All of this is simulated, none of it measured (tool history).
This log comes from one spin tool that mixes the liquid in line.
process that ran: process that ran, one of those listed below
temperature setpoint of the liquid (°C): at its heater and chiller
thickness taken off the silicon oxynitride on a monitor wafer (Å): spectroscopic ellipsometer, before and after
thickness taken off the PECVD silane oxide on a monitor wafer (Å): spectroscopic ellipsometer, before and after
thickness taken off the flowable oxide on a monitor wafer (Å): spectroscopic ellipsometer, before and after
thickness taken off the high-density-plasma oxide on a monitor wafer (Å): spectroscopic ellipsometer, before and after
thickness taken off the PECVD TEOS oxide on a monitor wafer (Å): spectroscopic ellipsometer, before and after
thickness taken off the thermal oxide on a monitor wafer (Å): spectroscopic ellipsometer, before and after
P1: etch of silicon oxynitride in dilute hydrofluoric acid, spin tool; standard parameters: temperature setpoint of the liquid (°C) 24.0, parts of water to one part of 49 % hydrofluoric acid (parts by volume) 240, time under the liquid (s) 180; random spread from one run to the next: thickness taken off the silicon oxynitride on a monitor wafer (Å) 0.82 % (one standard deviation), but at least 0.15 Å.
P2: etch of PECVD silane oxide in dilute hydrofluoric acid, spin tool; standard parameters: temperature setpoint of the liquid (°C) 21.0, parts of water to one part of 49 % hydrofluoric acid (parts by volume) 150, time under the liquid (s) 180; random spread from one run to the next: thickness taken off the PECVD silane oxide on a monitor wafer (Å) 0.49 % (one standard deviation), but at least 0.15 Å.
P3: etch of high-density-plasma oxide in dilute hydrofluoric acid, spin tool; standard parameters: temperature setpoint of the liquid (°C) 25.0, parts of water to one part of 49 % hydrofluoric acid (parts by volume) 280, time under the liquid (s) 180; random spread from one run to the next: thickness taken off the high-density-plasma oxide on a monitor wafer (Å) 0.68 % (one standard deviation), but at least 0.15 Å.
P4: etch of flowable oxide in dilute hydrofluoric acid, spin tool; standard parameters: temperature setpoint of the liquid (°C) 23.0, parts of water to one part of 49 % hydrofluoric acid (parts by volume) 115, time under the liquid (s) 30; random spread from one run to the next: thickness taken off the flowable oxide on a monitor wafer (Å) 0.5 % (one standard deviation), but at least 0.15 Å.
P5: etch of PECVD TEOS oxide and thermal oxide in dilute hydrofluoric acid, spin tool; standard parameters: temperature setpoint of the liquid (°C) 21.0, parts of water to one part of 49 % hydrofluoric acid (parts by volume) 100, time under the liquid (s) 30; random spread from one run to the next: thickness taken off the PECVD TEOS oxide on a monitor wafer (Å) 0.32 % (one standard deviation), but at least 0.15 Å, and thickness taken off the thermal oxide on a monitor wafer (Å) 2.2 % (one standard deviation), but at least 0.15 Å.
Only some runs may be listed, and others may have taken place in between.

run   hour  process that ran  temperature setpoint of the liquid (°C)  parts of water to one part of 49 % hydrofluoric acid (parts by volume)  time under the liquid (s)  hours since the thermometer was replaced  hours since the hydrofluoric acid flow meter was replaced  thickness taken off the silicon oxynitride on a monitor wafer (Å)  thickness taken off the PECVD silane oxide on a monitor wafer (Å)  thickness taken off the flowable oxide on a monitor wafer (Å)  thickness taken off the high-density-plasma oxide on a monitor wafer (Å)  thickness taken off the PECVD TEOS oxide on a monitor wafer (Å)  thickness taken off the thermal oxide on a monitor wafer (Å)
  1    3.5                P1                                     24.0                                                                     240                        180                                     946.4                                                      762.5                                                            32.4980
  2    6.7                P1                                     24.0                                                                     425                        260                                     949.6                                                      765.7                                                            23.3780
  3   10.1                P2                                     21.0                                                                      25                        180                                     953.0                                                      769.1                                                                                                                               1658.40
  4   12.7                P1                                     24.0                                                                     240                        180                                     955.6                                                      771.7                                                            31.4990
  5   15.7                P4                                     23.0                                                                     115                         30                                     958.6                                                      774.7                                                                                                                                                                                              101.110
  6   18.2                P4                                     23.0                                                                     115                         30                                     961.1                                                      777.2                                                                                                                                                                                              100.330
  7   20.2                P1                                     24.0                                                                     240                         65                                     963.1                                                      779.2                                                            11.8130
  8   24.0                P1                                     24.0                                                                     240                        180                                     966.9                                                      783.0                                                            32.4500
  9   27.9                P1                                     24.0                                                                     240                        180                                     970.8                                                      786.9                                                            32.4050
 10   30.4                P4                                     17.0                                                                     115                         30                                     973.3                                                      789.4                                                                                                                                                                                               78.768
 11   33.2                P3                                     25.0                                                                      75                        180                                     976.1                                                      792.2                                                                                                                                                                                                                                                                        167.570
 12   37.1                P3                                     25.0                                                                     280                        180                                     980.0                                                      796.1                                                                                                                                                                                                                                                                         35.953
 13   40.1                P2                                     21.0                                                                     150                        340                                     983.0                                                      799.1                                                                                                                                450.22
 14   43.3                P2                                     29.0                                                                     150                        180                                     986.2                                                      802.3                                                                                                                                325.55
 15   46.7                P1                                     24.0                                                                     240                        180                                     989.6                                                      805.7                                                            31.8480
 16   50.2                P1                                     24.0                                                                     240                        180                                     993.1                                                      809.2                                                            32.2250
 17   53.2                P1                                     24.0                                                                     400                         55                                     996.1                                                      812.2                                                             5.3237
 18   56.6                P1                                     30.0                                                                     240                        180                                     999.5                                                      815.6                                                            41.0520
 19   59.2                P1                                     24.0                                                                     240                        180                                    1002.1                                                      818.2                                                            32.1510
 20   61.5                P4                                     23.0                                                                      20                         30                                    1004.4                                                      820.5                                                                                                                                                                                              655.730
      62.7  -- hydrofluoric acid flow meter replaced
 21   64.7                P1                                     17.0                                                                     240                        180                                    1007.6                                                        2.0                                                            23.6150
 22   68.3                P1                                     24.0                                                                     385                        180                                    1011.2                                                        5.6                                                            18.5920
 23   70.5                P1                                     24.0                                                                     110                        180                                    1013.4                                                        7.8                                                            77.4510
 24   74.0                P4                                     23.0                                                                     115                         15                                    1016.9                                                       11.3                                                                                                                                                                                               50.377
 25   77.2                P3                                     25.0                                                                     280                        180                                    1020.1                                                       14.5                                                                                                                                                                                                                                                                         34.836
 26   80.2                P5                                     21.0                                                                     170                         30                                    1023.1                                                       17.5                                                                                                                                                                                                                                                                                                                                          39.666                                                        7.0538
 27   83.5                P5                                     27.5                                                                     100                         30                                    1026.4                                                       20.8                                                                                                                                                                                                                                                                                                                                          93.530                                                       16.2490
 28   87.5                P2                                     21.0                                                                     150                        180                                    1030.4                                                       24.8                                                                                                                                238.82
 29   90.9                P5                                     21.0                                                                     100                         15                                    1033.8                                                       28.2                                                                                                                                                                                                                                                                                                                                          36.147                                                        6.2842
 30   94.4                P1                                     31.5                                                                     425                        180                                    1037.3                                                       31.7                                                            21.2600
 31   96.2                P3                                     32.5                                                                     280                        180                                    1039.1                                                       33.5                                                                                                                                                                                                                                                                         44.761
 32   99.9                P5                                     21.0                                                                     100                         30                                    1042.8                                                       37.2                                                                                                                                                                                                                                                                                                                                          72.395                                                       12.6770
 33  103.3                P1                                     24.0                                                                     240                        320                                    1046.2                                                       40.6                                                            57.2410
 34  106.5                P5                                     21.0                                                                     100                         30                                    1049.4                                                       43.8                                                                                                                                                                                                                                                                                                                                          72.748                                                       11.8880
 35  108.4                P3                                     25.0                                                                     280                        350                                    1051.3                                                       45.7                                                                                                                                                                                                                                                                         69.492
 36  111.0                P1                                     24.0                                                                     240                        180                                    1053.9                                                       48.3                                                            31.9900
 37  113.0                P1                                     24.0                                                                     240                        180                                    1055.9                                                       50.3                                                            31.9370
 38  117.2                P1                                     24.0                                                                     240                        180                                    1060.1                                                       54.5                                                            30.3670
 39  121.0                P1                                     24.0                                                                     240                        180                                    1063.9                                                       58.3                                                            30.5180

Estimate the outcome of run 40 from the log above:
 40  124.7                P1                                     24.0                                                                     240                        180                                    1067.6                                                       62.0                                                                  ?

thickness taken off the silicon oxynitride on a monitor wafer (Å): 30.1650
